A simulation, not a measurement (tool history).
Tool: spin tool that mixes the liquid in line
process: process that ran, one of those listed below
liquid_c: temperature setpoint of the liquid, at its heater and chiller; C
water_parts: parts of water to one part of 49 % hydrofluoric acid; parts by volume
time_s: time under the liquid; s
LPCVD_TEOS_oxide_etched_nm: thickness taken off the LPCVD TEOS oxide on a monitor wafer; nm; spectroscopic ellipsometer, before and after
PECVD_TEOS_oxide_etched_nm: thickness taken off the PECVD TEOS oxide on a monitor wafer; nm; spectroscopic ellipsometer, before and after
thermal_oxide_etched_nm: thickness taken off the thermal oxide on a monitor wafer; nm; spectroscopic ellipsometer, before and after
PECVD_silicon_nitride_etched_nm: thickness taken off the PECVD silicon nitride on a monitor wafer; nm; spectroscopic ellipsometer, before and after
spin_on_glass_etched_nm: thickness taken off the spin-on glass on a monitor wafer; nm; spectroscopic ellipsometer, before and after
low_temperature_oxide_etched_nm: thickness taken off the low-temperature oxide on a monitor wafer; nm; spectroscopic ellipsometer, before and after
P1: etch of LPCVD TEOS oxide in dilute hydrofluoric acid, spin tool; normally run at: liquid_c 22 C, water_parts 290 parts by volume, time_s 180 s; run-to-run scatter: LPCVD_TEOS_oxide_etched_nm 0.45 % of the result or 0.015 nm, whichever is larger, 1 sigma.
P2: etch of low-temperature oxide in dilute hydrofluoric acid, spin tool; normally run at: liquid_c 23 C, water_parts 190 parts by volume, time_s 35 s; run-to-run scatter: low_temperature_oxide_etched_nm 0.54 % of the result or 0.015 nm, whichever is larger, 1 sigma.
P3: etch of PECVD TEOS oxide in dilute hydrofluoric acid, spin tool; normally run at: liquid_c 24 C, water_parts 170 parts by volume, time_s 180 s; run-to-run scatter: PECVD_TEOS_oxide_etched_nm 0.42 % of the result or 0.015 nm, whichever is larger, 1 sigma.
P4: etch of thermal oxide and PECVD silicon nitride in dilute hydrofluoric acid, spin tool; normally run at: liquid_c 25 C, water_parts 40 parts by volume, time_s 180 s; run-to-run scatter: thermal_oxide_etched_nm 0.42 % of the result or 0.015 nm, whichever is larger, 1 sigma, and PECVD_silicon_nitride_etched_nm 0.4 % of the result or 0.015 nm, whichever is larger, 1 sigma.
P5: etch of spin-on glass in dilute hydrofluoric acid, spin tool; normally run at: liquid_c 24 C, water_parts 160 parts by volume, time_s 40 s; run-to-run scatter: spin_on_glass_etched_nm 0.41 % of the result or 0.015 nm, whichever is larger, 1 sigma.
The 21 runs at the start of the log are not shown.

run   hour  process  liquid_c  water_parts  time_s  LPCVD_TEOS_oxide_etched_nm  PECVD_TEOS_oxide_etched_nm  thermal_oxide_etched_nm  PECVD_silicon_nitride_etched_nm  spin_on_glass_etched_nm  low_temperature_oxide_etched_nm
 22    249       P1        22          165     265                      33.104
 23  256.3       P5        28          160      40                                                                                                                                      8.787
 24  264.5       P1        22          405     180                      7.3269
 25    277       P1        22          290     180                      11.269
 26  287.1       P5        24          160      40                                                                                                                                     7.5519
 27  294.8       P1        22          290     180                      11.355
 28  305.1       P1      25.5          140     180                      31.167
 29    314       P3        24          170     180                                                  8.0151
 30  321.3       P2        23          190      60                                                                                                                                                                       7.751
 31  331.7       P4        25           40      50                                                                           6.6837                           4.0309

Run 32 has not been measured yet. What should we expect?
 32  338.8       P2        28          190      35                                                                                                                                                                           ?

For run 32 the tool returned low_temperature_oxide_etched_nm 5.4271 nm.

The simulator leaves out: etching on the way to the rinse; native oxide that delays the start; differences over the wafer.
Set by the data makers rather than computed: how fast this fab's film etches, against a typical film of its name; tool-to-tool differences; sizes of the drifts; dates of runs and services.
